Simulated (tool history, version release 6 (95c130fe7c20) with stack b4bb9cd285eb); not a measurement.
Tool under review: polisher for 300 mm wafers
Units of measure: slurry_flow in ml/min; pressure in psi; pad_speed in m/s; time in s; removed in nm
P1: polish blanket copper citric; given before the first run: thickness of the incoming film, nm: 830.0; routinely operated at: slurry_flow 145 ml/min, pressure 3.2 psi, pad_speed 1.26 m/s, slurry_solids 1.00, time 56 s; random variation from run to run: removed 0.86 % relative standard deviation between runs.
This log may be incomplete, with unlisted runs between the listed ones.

run 1 hour=17.0 | slurry_flow=145 pressure=3.2 pad_speed=1.26 slurry_solids=1.00 time=56 | removed=166.340
run 2 hour=31.2 | slurry_flow=145 pressure=3.2 pad_speed=1.26 slurry_solids=1.00 time=56 | removed=166.080
run 3 hour=46.1 | slurry_flow=145 pressure=3.2 pad_speed=1.26 slurry_solids=1.40 time=56 | removed=179.670
-- hour=57.0 head pressure recalibrated
run 4 hour=62.3 | slurry_flow=145 pressure=3.2 pad_speed=1.26 slurry_solids=1.00 time=84 | removed=247.400
run 5 hour=73.9 | slurry_flow=185 pressure=3.2 pad_speed=1.26 slurry_solids=1.00 time=56 | removed=171.120
run 6 hour=83.9 | slurry_flow=145 pressure=3.2 pad_speed=0.60 slurry_solids=1.00 time=56 | removed=81.698
run 7 hour=93.6 | slurry_flow=145 pressure=3.2 pad_speed=1.26 slurry_solids=0.75 time=56 | removed=160.080
run 8 hour=106.3 | slurry_flow=85 pressure=3.2 pad_speed=1.26 slurry_solids=1.00 time=56 | removed=148.450
run 9 hour=114.6 | slurry_flow=145 pressure=3.2 pad_speed=1.94 slurry_solids=1.00 time=56 | removed=252.250
run 10 hour=128.1 | slurry_flow=145 pressure=3.2 pad_speed=1.26 slurry_solids=1.00 time=56 | removed=167.490
run 11 hour=140.4 | slurry_flow=145 pressure=3.2 pad_speed=1.26 slurry_solids=1.00 time=56 | removed=165.910
-- hour=141.8 slurry blender recalibrated
run 12 hour=147.8 | slurry_flow=145 pressure=3.2 pad_speed=1.26 slurry_solids=1.00 time=56 | removed=165.940
run 13 hour=160.7 | slurry_flow=145 pressure=3.2 pad_speed=1.26 slurry_solids=1.00 time=38 | removed=113.240
run 14 hour=168.8 | slurry_flow=145 pressure=1.5 pad_speed=1.26 slurry_solids=1.00 time=56 | removed=79.273
run 15 hour=180.8 | slurry_flow=145 pressure=3.2 pad_speed=0.64 slurry_solids=1.45 time=56 | removed=93.853
run 16 hour=197.5 | slurry_flow=145 pressure=4.0 pad_speed=1.26 slurry_solids=1.00 time=56 | removed=206.620
run 17 hour=210.8 | slurry_flow=145 pressure=3.2 pad_speed=1.26 slurry_solids=1.00 time=56 | removed=167.040
run 18 hour=219.3 | slurry_flow=145 pressure=3.2 pad_speed=1.26 slurry_solids=1.00 time=56 | removed=163.000
run 19 hour=229.4 | slurry_flow=145 pressure=3.2 pad_speed=1.26 slurry_solids=1.00 time=56 | removed=162.690
run 20 hour=244.8 | slurry_flow=145 pressure=3.2 pad_speed=1.26 slurry_solids=1.00 time=56 | removed=156.530
run 21 hour=256.7 | slurry_flow=145 pressure=3.2 pad_speed=1.26 slurry_solids=1.00 time=56 | removed=156.170
-- hour=263.8 slurry blender recalibrated
run 22 hour=267.1 | slurry_flow=145 pressure=3.2 pad_speed=1.26 slurry_solids=1.00 time=56 | removed=153.330
-- hour=279.3 head pressure recalibrated
run 23 hour=282.6 | slurry_flow=145 pressure=3.2 pad_speed=1.26 slurry_solids=1.00 time=56 | removed=150.690
run 24 hour=290.3 | slurry_flow=145 pressure=3.2 pad_speed=1.26 slurry_solids=1.00 time=56 | removed=153.560
run 25 hour=299.8 | slurry_flow=145 pressure=3.2 pad_speed=1.26 slurry_solids=1.00 time=56 | removed=151.840
run 26 hour=310.1 | slurry_flow=145 pressure=3.2 pad_speed=1.26 slurry_solids=1.00 time=56 | removed=152.540
run 27 hour=319.4 | slurry_flow=145 pressure=3.2 pad_speed=1.26 slurry_solids=1.00 time=56 | removed=150.880
run 28 hour=334.2 | slurry_flow=145 pressure=3.2 pad_speed=1.26 slurry_solids=1.00 time=56 | removed=149.650

Something has made what P1 gives creep away from where it was; the 2 causes below, each at its own stated size, fit the log equally well:
A: slurry flow missing at the pad, % = 35.3
B: removal rate lost through wear of the pad, % = 9.06
Onset of the creep was near hour 210.8.
All other causes, with the reason each is excluded:
head's pressure below its setpoint, %: serviced at hour 279.3, after the drift had started, without restoring the earlier output
abrasive missing from the slurry, %: serviced at hour 263.8, after the drift had started, without restoring the earlier output

The 4 check runs listed below each average the results of 2 wafers, and their outcomes are marked with question marks. Under which run would the listed causes produce clearly different results?
run check 1 hour=349.0 | slurry_flow=145 pressure=1.5 pad_speed=1.26 slurry_solids=1.00 time=78 | removed=?
run check 2 hour=349.0 | slurry_flow=145 pressure=3.2 pad_speed=0.74 slurry_solids=1.00 time=56 | removed=?
run check 3 hour=349.0 | slurry_flow=90 pressure=3.2 pad_speed=1.90 slurry_solids=1.00 time=56 | removed=?
run check 4 hour=349.0 | slurry_flow=145 pressure=3.2 pad_speed=0.64 slurry_solids=1.35 time=56 | removed=?

Expected result of each check under each candidate cause:
check=check_1 result=removed if_A=101.000 if_B=101.000
check=check_2 result=removed if_A=90.161 if_B=90.164
check=check_3 result=removed if_A=194.640 if_B=204.340
check=check_4 result=removed if_A=83.645 if_B=83.648
Minimum pairwise separation of causes per check, each pair taken at its best-separating result: check 1 0 %; check 2 0 %; check 3 4.86 %; check 4 0 %
Check 3 tells the causes apart: in the others they would give nearly the same result.

With check 3 done, the readings were: removed 196.780 nm. Identify which of the listed causes applies.

It was cause A: slurry flow missing at the pad, %.
